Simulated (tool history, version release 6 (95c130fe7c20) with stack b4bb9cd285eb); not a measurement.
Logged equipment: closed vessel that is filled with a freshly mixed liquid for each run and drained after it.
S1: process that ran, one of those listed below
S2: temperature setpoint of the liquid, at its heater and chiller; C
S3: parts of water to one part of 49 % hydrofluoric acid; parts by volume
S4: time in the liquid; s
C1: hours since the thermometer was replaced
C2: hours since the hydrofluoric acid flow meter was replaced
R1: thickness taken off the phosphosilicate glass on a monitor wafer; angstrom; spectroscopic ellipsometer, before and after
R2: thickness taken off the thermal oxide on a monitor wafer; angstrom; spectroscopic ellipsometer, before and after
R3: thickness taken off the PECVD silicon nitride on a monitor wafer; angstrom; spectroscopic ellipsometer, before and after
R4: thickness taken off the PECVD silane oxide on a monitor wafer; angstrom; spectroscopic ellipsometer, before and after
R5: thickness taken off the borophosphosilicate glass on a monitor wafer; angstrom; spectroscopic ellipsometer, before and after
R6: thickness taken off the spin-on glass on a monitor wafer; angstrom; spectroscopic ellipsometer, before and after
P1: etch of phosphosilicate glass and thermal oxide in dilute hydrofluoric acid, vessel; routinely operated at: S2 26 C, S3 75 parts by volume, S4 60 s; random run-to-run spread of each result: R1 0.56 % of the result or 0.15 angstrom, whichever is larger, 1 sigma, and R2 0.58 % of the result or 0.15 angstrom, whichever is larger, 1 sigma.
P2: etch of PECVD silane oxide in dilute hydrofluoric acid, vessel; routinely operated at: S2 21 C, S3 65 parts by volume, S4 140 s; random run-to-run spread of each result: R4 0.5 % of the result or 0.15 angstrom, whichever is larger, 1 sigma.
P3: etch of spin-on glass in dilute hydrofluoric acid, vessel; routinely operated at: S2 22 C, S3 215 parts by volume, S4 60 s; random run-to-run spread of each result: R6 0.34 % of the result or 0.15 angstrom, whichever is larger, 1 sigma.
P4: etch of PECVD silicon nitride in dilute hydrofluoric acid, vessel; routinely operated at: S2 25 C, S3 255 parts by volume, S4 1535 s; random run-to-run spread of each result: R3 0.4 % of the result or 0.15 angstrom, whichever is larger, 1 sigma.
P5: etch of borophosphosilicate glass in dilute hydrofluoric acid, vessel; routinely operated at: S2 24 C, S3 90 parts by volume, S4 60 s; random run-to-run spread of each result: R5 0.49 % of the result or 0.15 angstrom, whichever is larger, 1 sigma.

{"run": 1, "day": 0.221, "S1": "P1", "S2": 26, "S3": 75, "S4": 60, "C1": 518.5, "C2": 1003.7, "R1": 805.34, "R2": 39.171}
{"run": 2, "day": 0.475, "S1": "P4", "S2": 25, "S3": 255, "S4": 2545, "C1": 524.6, "C2": 1009.8, "R3": 397.52}
{"run": 3, "day": 0.867, "S1": "P2", "S2": 21, "S3": 65, "S4": 260, "C1": 534, "C2": 1019.2, "R4": 655.63}
{"run": 4, "day": 1.2, "S1": "P4", "S2": 25, "S3": 255, "S4": 1535, "C1": 542, "C2": 1027.2, "R3": 238.03}
{"run": 5, "day": 1.442, "S1": "P2", "S2": 21, "S3": 105, "S4": 140, "C1": 547.8, "C2": 1033, "R4": 209.6}
{"run": 6, "day": 1.842, "S1": "P2", "S2": 29.5, "S3": 65, "S4": 140, "C1": 557.4, "C2": 1042.6, "R4": 495.76}
{"run": 7, "day": 2.1, "S1": "P1", "S2": 19, "S3": 75, "S4": 60, "C1": 563.6, "C2": 1048.8, "R1": 603.4, "R2": 29.361}
{"run": 8, "day": 2.346, "S1": "P2", "S2": 21, "S3": 65, "S4": 140, "C1": 569.5, "C2": 1054.7, "R4": 356.03}
{"run": 9, "day": 2.725, "S1": "P5", "S2": 24, "S3": 90, "S4": 60, "C1": 578.6, "C2": 1063.8, "R5": 425.77}
{"run": 10, "day": 3.117, "S1": "P1", "S2": 26, "S3": 40, "S4": 60, "C1": 588, "C2": 1073.2, "R1": 1597.7, "R2": 76.759}
{"run": 11, "day": 3.388, "S1": "P4", "S2": 17, "S3": 255, "S4": 1535, "C1": 594.5, "C2": 1079.7, "R3": 142.58}
{"run": 12, "day": 3.812, "S1": "P5", "S2": 32, "S3": 90, "S4": 60, "C1": 604.7, "C2": 1089.9, "R5": 582.41}
{"run": 13, "day": 4.221, "S1": "P1", "S2": 26, "S3": 125, "S4": 60, "C1": 614.5, "C2": 1099.7, "R1": 456.39, "R2": 21.844}
{"run": 14, "day": 4.467, "S1": "P1", "S2": 26, "S3": 75, "S4": 30, "C1": 620.4, "C2": 1105.6, "R1": 405.45, "R2": 19.766}
{"run": 15, "day": 4.75, "S1": "P5", "S2": 24, "S3": 90, "S4": 60, "C1": 627.2, "C2": 1112.4, "R5": 425.76}
{"run": 16, "day": 5.117, "S1": "P3", "S2": 22, "S3": 215, "S4": 30, "C1": 636, "C2": 1121.2, "R6": 67.229}
{"run": 17, "day": 5.312, "S1": "P1", "S2": 26, "S3": 75, "S4": 60, "C1": 640.7, "C2": 1125.9, "R1": 805.4, "R2": 38.529}
{"run": 18, "day": 5.629, "S1": "P1", "S2": 26, "S3": 75, "S4": 60, "C1": 648.3, "C2": 1133.5, "R1": 794.97, "R2": 38.998}
{"run": 19, "day": 5.942, "S1": "P3", "S2": 27, "S3": 215, "S4": 60, "C1": 655.8, "C2": 1141, "R6": 160.63}
{"run": 20, "day": 6.225, "S1": "P4", "S2": 25, "S3": 255, "S4": 1535, "C1": 662.6, "C2": 1147.8, "R3": 239.61}
{"run": 21, "day": 6.638, "S1": "P5", "S2": 24, "S3": 90, "S4": 115, "C1": 672.5, "C2": 1157.7, "R5": 810.61}
{"run": 22, "day": 6.858, "S1": "P1", "S2": 26, "S3": 75, "S4": 60, "C1": 677.8, "C2": 1163, "R1": 805.93, "R2": 38.736}
{"run": 23, "day": 7.246, "S1": "P5", "S2": 24, "S3": 20, "S4": 60, "C1": 687.1, "C2": 1172.3, "R5": 2090}
{"run": 24, "day": 7.525, "S1": "P1", "S2": 29.5, "S3": 75, "S4": 30, "C1": 693.8, "C2": 1179, "R1": 463.42, "R2": 22.438}
{"run": 25, "day": 7.738, "S1": "P1", "S2": 26, "S3": 75, "S4": 60, "C1": 698.9, "C2": 1184.1, "R1": 803.73, "R2": 39.027}
{"run": 26, "day": 8.162, "S1": "P1", "S2": 26, "S3": 75, "S4": 95, "C1": 709.1, "C2": 1194.3, "R1": 1276.2, "R2": 61.834}
{"run": 27, "day": 8.446, "S1": "P4", "S2": 25, "S3": 470, "S4": 1535, "C1": 715.9, "C2": 1201.1, "R3": 129.85}
{"run": 28, "day": 8.871, "S1": "P3", "S2": 22, "S3": 90, "S4": 60, "C1": 726.1, "C2": 1211.3, "R6": 367.25}
{"run": 29, "day": 9.254, "S1": "P1", "S2": 26, "S3": 125, "S4": 100, "C1": 735.3, "C2": 1220.5, "R1": 759.31, "R2": 36.682}
{"run": 30, "day": 9.571, "S1": "P3", "S2": 22, "S3": 215, "S4": 60, "C1": 742.9, "C2": 1228.1, "R6": 133.41}
{"run": 31, "day": 9.783, "S1": "P1", "S2": 32.5, "S3": 75, "S4": 60, "C1": 748, "C2": 1233.2, "R1": 1029.8, "R2": 50.903}
{"run": 32, "day": 10.004, "S1": "P1", "S2": 26, "S3": 75, "S4": 60, "C1": 753.3, "C2": 1238.5, "R1": 808.62, "R2": 39.347}
{"run": 33, "day": 10.329, "S1": "P1", "S2": 26, "S3": 75, "S4": 60, "C1": 761.1, "C2": 1246.3, "R1": 794.28, "R2": 38.299}
{"run": 34, "day": 10.721, "S1": "P1", "S2": 26, "S3": 75, "S4": 60, "C1": 770.5, "C2": 1255.7, "R1": 771.03, "R2": 37.712}
{"run": 35, "day": 10.946, "S1": "P1", "S2": 26, "S3": 75, "S4": 60, "C1": 775.9, "C2": 1261.1, "R1": 768.79, "R2": 37.323}
{"run": 36, "day": 11.183, "S1": "P1", "S2": 26, "S3": 75, "S4": 60, "C1": 781.6, "C2": 1266.8, "R1": 773.88, "R2": 37.35}
{"run": 37, "day": 11.604, "S1": "P1", "S2": 26, "S3": 75, "S4": 60, "C1": 791.7, "C2": 1276.9, "R1": 761.17, "R2": 37.356}
{"run": 38, "day": 11.833, "S1": "P1", "S2": 26, "S3": 75, "S4": 60, "C1": 797.2, "C2": 1282.4, "R1": 770.49, "R2": 36.705}
{"run": 39, "day": 12.179, "S1": "P1", "S2": 26, "S3": 75, "S4": 60, "C1": 805.5, "C2": 1290.7, "R1": 757.63, "R2": 37.199}
{"run": 40, "day": 12.379, "S1": "P1", "S2": 26, "S3": 75, "S4": 60, "C1": 810.3, "C2": 1295.5, "R1": 752.28, "R2": 36.92}
{"run": 41, "day": 12.754, "S1": "P1", "S2": 26, "S3": 75, "S4": 60, "C1": 819.3, "C2": 1304.5, "R1": 760.93, "R2": 36.95}
{"run": 42, "day": 13.171, "S1": "P1", "S2": 26, "S3": 75, "S4": 60, "C1": 829.3, "C2": 1314.5, "R1": 765.91, "R2": 36.645}
{"run": 43, "day": 13.442, "S1": "P1", "S2": 26, "S3": 75, "S4": 60, "C1": 835.8, "C2": 1321, "R1": 766.17, "R2": 37.003}

Something has made what P1 gives creep away from where it was; the 2 causes below, each at its own stated size, fit the log equally well:
A: hydrofluoric acid flow below the setpoint (%) = 5.26
B: liquid colder than its thermometer reads (K) = 1.5
The creep began at about day 10.004.

Listed below are the offered check runs, one wafer per run, with question marks in place of results. For which of them would the causes give clearly different outcomes?
{"run": "check 1", "day": 13.712, "S1": "P4", "S2": 25, "S3": 335, "S4": 2120, "R3": "?"}
{"run": "check 2", "day": 13.712, "S1": "P3", "S2": 22, "S3": 130, "S4": 30, "R6": "?"}
{"run": "check 3", "day": 13.712, "S1": "P2", "S2": 29, "S3": 90, "S4": 140, "R4": "?"}
{"run": "check 4", "day": 13.712, "S1": "P5", "S2": 24, "S3": 50, "S4": 60, "R5": "?"}

What every check run would give for each of its results, assuming each possible cause in turn:
check=check_1 result=R3 if_A=237.39 if_B=228.91
check=check_2 result=R6 if_A=114.01 if_B=114.29
check=check_3 result=R4 if_A=320.02 if_B=321.12
check=check_4 result=R5 if_A=759.93 if_B=756.66
Per-check spread between the two closest causes, in the result where they differ most: check 1 3.64 %; check 2 0.24 %; check 3 0.34 %; check 4 0.43 %
Only in check 1 would the causes give clearly different results; in the remaining checks their results would be nearly the same.

Running check 1 produced the following: R3 237.49 angstrom. Which one of the listed causes fits?

Of the candidate causes, it is A: hydrofluoric acid flow below the setpoint (%).

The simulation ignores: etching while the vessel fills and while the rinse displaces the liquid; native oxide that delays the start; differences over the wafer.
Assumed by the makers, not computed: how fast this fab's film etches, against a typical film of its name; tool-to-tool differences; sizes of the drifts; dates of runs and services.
